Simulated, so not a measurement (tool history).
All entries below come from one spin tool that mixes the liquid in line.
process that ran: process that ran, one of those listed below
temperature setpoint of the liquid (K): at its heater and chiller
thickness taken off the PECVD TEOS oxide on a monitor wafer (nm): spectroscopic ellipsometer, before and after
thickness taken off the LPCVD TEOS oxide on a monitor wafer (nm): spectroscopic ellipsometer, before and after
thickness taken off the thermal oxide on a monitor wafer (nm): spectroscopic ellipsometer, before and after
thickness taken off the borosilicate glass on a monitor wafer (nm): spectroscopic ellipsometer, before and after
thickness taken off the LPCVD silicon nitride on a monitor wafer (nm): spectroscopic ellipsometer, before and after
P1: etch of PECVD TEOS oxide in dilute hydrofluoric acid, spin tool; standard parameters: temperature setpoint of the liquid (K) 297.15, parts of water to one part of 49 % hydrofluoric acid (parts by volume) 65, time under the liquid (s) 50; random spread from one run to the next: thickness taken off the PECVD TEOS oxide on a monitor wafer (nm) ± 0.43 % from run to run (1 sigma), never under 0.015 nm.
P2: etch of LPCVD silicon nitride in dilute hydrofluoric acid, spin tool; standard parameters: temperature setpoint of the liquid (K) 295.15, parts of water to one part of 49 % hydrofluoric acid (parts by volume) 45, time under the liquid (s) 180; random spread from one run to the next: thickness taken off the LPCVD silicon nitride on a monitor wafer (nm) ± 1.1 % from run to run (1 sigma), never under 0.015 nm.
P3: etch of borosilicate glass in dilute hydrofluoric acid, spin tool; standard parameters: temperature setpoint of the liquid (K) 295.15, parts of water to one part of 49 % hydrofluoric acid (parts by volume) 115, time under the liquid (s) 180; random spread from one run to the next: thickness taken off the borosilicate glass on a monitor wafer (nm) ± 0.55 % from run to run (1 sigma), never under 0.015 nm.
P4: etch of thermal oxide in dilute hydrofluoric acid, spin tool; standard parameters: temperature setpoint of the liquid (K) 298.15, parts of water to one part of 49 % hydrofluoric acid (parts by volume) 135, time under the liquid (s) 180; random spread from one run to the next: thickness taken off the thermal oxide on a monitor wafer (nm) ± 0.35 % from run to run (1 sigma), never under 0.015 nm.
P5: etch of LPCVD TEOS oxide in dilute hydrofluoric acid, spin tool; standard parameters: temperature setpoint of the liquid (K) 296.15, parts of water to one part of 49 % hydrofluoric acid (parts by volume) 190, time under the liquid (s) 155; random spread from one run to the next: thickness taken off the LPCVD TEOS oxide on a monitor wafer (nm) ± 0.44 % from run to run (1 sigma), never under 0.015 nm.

run,hour,process that ran,temperature setpoint of the liquid (K),parts of water to one part of 49 % hydrofluoric acid (parts by volume),time under the liquid (s),hours since the thermometer was replaced,hours since the hydrofluoric acid flow meter was replaced,thickness taken off the PECVD TEOS oxide on a monitor wafer (nm),thickness taken off the LPCVD TEOS oxide on a monitor wafer (nm),thickness taken off the thermal oxide on a monitor wafer (nm),thickness taken off the borosilicate glass on a monitor wafer (nm),thickness taken off the LPCVD silicon nitride on a monitor wafer (nm)
1,2.3,P1,297.15,65,50,1038,439.5,9.9477,,,,
2,4.8,P5,296.15,105,155,1040.5,442,,76.852,,,
3,7.7,P1,297.15,65,50,1043.4,444.9,10.059,,,,
4,11.8,P1,291.65,65,50,1047.5,449,7.9677,,,,
5,14.5,P4,298.15,135,180,1050.2,451.7,,,6.1821,,
6,16.7,P4,290.65,135,180,1052.4,453.9,,,4.5536,,
7,18.8,P5,301.15,190,155,1054.5,456,,46.356,,,
8,20.9,P3,290.15,115,180,1056.6,458.1,,,,34.143,
9,24.9,P1,297.15,65,50,1060.6,462.1,10.068,,,,
10,27.7,P4,298.15,70,180,1063.4,464.9,,,12.897,,
11,31.2,P3,295.15,40,180,1066.9,468.4,,,,131.79,
12,35.6,P5,296.15,190,155,1071.3,472.8,,38.82,,,
13,38.6,P1,297.15,65,50,1074.3,475.8,9.9472,,,,
14,42.1,P1,301.15,65,50,1077.8,479.3,11.847,,,,
15,44.1,P2,295.15,45,180,1079.8,481.3,,,,,1.7886
16,47.9,P5,296.15,190,35,1083.6,485.1,,8.6712,,,
17,50.3,P4,298.15,135,180,1086,487.5,,,6.1479,,
18,53.6,P2,295.15,45,345,1089.3,490.8,,,,,3.445
19,57.2,P2,301.15,45,180,1092.9,494.4,,,,,2.6723
20,61.2,P2,295.15,60,180,1096.9,498.4,,,,,1.3567

Run 21 comes next. What will it give?
21,64.4,P1,297.15,110,50,1100.1,501.6,?,,,,

{"run 21": {"thickness taken off the PECVD TEOS oxide on a monitor wafer (nm)": 5.6108}}
